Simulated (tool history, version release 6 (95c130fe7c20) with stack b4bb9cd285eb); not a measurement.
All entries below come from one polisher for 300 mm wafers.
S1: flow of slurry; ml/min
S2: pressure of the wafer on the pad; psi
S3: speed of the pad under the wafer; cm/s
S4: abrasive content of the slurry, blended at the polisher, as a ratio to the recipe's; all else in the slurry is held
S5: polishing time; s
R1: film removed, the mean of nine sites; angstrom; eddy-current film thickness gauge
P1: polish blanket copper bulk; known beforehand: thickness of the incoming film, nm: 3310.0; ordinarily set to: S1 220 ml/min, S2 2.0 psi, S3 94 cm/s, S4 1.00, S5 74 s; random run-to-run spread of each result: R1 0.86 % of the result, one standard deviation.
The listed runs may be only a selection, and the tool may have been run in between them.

run    day   S1   S2   S3    S4   S5      R1
  1  0.271  220  2.0   94  1.00   74  3791.5
  2  0.567  220  2.0  140  1.00   74  5633.8
  3  1.108  220  2.0   50  1.00   74  2008.6
  4  1.558  220  2.0   94  1.00   74  3783.5
  5  2.062  130  2.0  118  1.00   74  4434.3
  6  2.358  220  2.0   94  1.30   74  4020.2
  7  2.600  220  2.0   94  1.00  105  5425.8
  8  2.912  340  2.0   94  1.00   74  3966.5
  9  3.421  220  2.0   94  1.00   74  3820.2
 10  3.846  220  2.0   94  1.00   74  3875.1
 11  4.333  130  2.0   94  1.00   74  3470.5
 12  4.742  220  2.0   94  0.65   74  3463.3
 13  5.079  220  2.7   94  1.00   74  5156.7

What will run 14 give?
 14  5.425  220  2.0  94  1.45  54   ?

{"run 14": {"R1": 2972.0}}
